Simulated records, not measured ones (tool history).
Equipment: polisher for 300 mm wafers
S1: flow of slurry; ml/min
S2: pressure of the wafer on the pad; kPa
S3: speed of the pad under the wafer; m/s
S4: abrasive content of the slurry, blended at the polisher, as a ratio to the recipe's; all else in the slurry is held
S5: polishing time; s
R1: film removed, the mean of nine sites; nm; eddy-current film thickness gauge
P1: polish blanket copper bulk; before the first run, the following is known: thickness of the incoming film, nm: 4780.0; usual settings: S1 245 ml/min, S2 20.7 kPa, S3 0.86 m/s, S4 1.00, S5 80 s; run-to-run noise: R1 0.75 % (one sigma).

run,hour,S1,S2,S3,S4,S5,R1
1,13.2,245,20.7,0.86,1.00,80,736.80
2,25.6,245,20.7,0.86,0.60,80,665.47
3,40.6,245,20.7,0.86,0.55,115,932.97
4,49.3,245,20.7,0.86,1.00,38,354.22
# hour 56.0: slurry nozzle cleaned
5,65.1,245,20.7,0.86,1.00,80,748.76
6,77.9,245,20.7,0.86,1.00,80,739.41
7,92.3,245,20.7,0.86,1.00,124,1148.20
8,104.8,245,20.7,0.86,1.30,80,784.41
9,122.4,245,20.7,0.86,1.00,80,736.79
10,137.9,245,20.7,0.86,1.00,80,738.78
11,148.9,340,20.7,0.86,1.00,80,754.35
12,159.6,245,20.7,0.86,1.00,80,741.82
13,175.5,145,20.7,0.86,1.00,80,695.98
14,186.3,245,20.7,1.24,1.00,80,1069.10
15,197.9,245,20.7,0.40,1.00,80,342.41
16,210.0,245,25.5,0.86,1.00,80,908.72
17,220.7,245,13.8,0.86,1.00,80,499.13
18,233.8,245,20.7,0.86,1.00,80,738.67
19,242.2,245,20.7,0.86,1.00,80,735.95
20,255.7,245,20.7,0.86,1.00,80,727.29
21,263.8,245,20.7,0.86,1.00,80,728.64
22,276.3,245,20.7,0.86,1.00,80,713.77
23,290.3,245,20.7,0.86,1.00,80,707.07
24,303.8,245,20.7,0.86,1.00,80,700.39
25,312.5,245,20.7,0.86,1.00,80,686.58
26,322.1,245,20.7,0.86,1.00,80,695.11
# hour 327.5: head pressure recalibrated
# hour 332.2: slurry blender recalibrated
27,338.2,245,20.7,0.86,1.00,80,690.48
28,351.0,245,20.7,0.86,1.00,80,693.66
29,368.7,245,20.7,0.86,1.00,80,697.88

What P1 gives has crept off from where it sat before. The 2 causes that follow fit the log equally well, each at the size noted:
A: slurry flow missing at the pad, % = 37.6
B: removal rate lost through wear of the pad, % = 6.26
The process output started creeping at around hour 242.2.
Each remaining cause and why it is not a fit:
head's pressure below its setpoint, %: serviced at hour 327.5, which brought nothing back
abrasive missing from the slurry, %: serviced at hour 332.2, which brought nothing back

The list below offers 4 check runs, each averaging the results of 3 wafers, and shows each result as a question mark. For which of them would the listed causes give clearly different results?
check 1,386.4,245,20.7,0.86,1.00,112,?
check 2,386.4,245,20.7,0.86,0.70,80,?
check 3,386.4,245,20.7,0.86,0.75,39,?
check 4,386.4,150,20.7,0.86,1.00,42,?

Predicted outcomes, by check and by cause:
check,result,if A,if B
check 1,R1,972.20,972.18
check 2,R1,644.39,644.37
check 3,R1,318.63,318.63
check 4,R1,328.31,340.64
Separation of the two closest causes in each check, using whichever result separates them best: check 1 0 %; check 2 0 %; check 3 0 %; check 4 3.69 %
Check 4 is the one run that separates the causes; every other check would come out nearly the same whichever cause is at work.

Running check 4 produced the following: R1 340.07 nm. Which one of the listed causes fits?

The cause is B: removal rate lost through wear of the pad, %.

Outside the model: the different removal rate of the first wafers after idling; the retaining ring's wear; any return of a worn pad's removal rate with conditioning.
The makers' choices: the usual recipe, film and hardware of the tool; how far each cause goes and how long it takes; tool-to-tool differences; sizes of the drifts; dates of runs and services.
